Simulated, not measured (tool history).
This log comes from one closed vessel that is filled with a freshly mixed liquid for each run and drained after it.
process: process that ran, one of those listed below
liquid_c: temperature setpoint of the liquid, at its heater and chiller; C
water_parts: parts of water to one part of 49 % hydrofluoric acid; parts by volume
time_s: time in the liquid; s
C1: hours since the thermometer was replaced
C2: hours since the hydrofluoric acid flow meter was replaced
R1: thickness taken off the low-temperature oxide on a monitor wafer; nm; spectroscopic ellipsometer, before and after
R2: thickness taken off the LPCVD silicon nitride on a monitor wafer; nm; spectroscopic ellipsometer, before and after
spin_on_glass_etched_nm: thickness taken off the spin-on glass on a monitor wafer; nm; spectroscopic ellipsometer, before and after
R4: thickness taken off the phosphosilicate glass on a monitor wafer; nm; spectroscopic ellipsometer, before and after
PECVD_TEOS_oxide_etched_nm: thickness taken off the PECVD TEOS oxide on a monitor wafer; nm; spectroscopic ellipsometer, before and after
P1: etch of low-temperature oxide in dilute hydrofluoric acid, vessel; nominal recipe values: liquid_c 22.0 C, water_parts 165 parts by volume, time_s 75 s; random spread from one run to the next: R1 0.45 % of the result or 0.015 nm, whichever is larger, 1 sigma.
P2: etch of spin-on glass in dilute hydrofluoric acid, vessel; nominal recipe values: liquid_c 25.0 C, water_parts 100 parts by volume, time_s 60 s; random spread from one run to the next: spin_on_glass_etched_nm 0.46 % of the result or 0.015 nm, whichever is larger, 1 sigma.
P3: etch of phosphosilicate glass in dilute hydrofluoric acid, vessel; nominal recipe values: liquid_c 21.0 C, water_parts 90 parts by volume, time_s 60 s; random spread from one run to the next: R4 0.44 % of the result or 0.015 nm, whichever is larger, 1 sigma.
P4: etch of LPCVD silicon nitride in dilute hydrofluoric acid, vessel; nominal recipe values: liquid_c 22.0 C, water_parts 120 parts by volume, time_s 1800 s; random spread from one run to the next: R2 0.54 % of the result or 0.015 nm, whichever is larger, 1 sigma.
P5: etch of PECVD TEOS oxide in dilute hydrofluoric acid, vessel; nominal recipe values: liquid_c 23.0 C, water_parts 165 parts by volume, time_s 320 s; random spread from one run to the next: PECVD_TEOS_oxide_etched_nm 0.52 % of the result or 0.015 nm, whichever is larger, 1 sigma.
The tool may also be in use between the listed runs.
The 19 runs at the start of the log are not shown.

run 20 day=7.612 | process=P2 liquid_c=17.5 water_parts=100 time_s=60 | C1=969.2 C2=724.8 | spin_on_glass_etched_nm=18.958
run 21 day=8.071 | process=P1 liquid_c=22.0 water_parts=165 time_s=75 | C1=980.2 C2=735.8 | R1=13.8730
run 22 day=8.346 | process=P1 liquid_c=22.0 water_parts=165 time_s=75 | C1=986.8 C2=742.4 | R1=13.7760
run 23 day=8.804 | process=P1 liquid_c=27.5 water_parts=165 time_s=75 | C1=997.8 C2=753.4 | R1=17.1030
run 24 day=9.154 | process=P5 liquid_c=19.0 water_parts=165 time_s=320 | C1=1006.2 C2=761.8 | PECVD_TEOS_oxide_etched_nm=12.570
run 25 day=9.383 | process=P5 liquid_c=23.0 water_parts=165 time_s=320 | C1=1011.7 C2=767.3 | PECVD_TEOS_oxide_etched_nm=14.814
run 26 day=9.858 | process=P2 liquid_c=25.0 water_parts=100 time_s=100 | C1=1023.1 C2=778.7 | spin_on_glass_etched_nm=42.910
run 27 day=10.300 | process=P1 liquid_c=22.0 water_parts=165 time_s=75 | C1=1033.7 C2=789.3 | R1=13.9260
run 28 day=10.671 | process=P3 liquid_c=27.5 water_parts=90 time_s=60 | C1=1042.6 C2=798.2 | R4=46.807
run 29 day=10.908 | process=P1 liquid_c=22.0 water_parts=70 time_s=145 | C1=1048.3 C2=803.9 | R1=70.5200
run 30 day=11.362 | process=P2 liquid_c=25.0 water_parts=100 time_s=60 | C1=1059.2 C2=814.8 | spin_on_glass_etched_nm=25.652
run 31 day=11.692 | process=P1 liquid_c=26.5 water_parts=165 time_s=125 | C1=1067.1 C2=822.7 | R1=27.2260
run 32 day=12.112 | process=P5 liquid_c=23.0 water_parts=165 time_s=635 | C1=1077.2 C2=832.8 | PECVD_TEOS_oxide_etched_nm=29.305
run 33 day=12.458 | process=P1 liquid_c=22.0 water_parts=165 time_s=75 | C1=1085.5 C2=841.1 | R1=13.8430
run 34 day=12.692 | process=P2 liquid_c=25.0 water_parts=100 time_s=60 | C1=1091.1 C2=846.7 | spin_on_glass_etched_nm=25.640
run 35 day=13.079 | process=P1 liquid_c=22.0 water_parts=165 time_s=75 | C1=1100.4 C2=856.0 | R1=13.7830
run 36 day=13.508 | process=P1 liquid_c=22.0 water_parts=165 time_s=75 | C1=1110.7 C2=866.3 | R1=13.4270
run 37 day=13.800 | process=P1 liquid_c=22.0 water_parts=165 time_s=75 | C1=1117.7 C2=873.3 | R1=13.3720
run 38 day=14.112 | process=P1 liquid_c=22.0 water_parts=165 time_s=75 | C1=1125.2 C2=880.8 | R1=13.1600
run 39 day=14.567 | process=P1 liquid_c=22.0 water_parts=165 time_s=75 | C1=1136.1 C2=891.7 | R1=13.0890
run 40 day=14.917 | process=P1 liquid_c=22.0 water_parts=165 time_s=75 | C1=1144.5 C2=900.1 | R1=12.9620
run 41 day=15.196 | process=P1 liquid_c=22.0 water_parts=165 time_s=75 | C1=1151.2 C2=906.8 | R1=13.0200
run 42 day=15.583 | process=P1 liquid_c=22.0 water_parts=165 time_s=75 | C1=1160.5 C2=916.1 | R1=12.8510
run 43 day=15.925 | process=P1 liquid_c=22.0 water_parts=165 time_s=75 | C1=1168.7 C2=924.3 | R1=13.0020

For run 44, what comes out?
run 44 day=16.229 | process=P1 liquid_c=22.0 water_parts=165 time_s=75 | C1=1176.0 C2=931.6 | R1=?

Run 44 came out at R1 12.7900 nm.

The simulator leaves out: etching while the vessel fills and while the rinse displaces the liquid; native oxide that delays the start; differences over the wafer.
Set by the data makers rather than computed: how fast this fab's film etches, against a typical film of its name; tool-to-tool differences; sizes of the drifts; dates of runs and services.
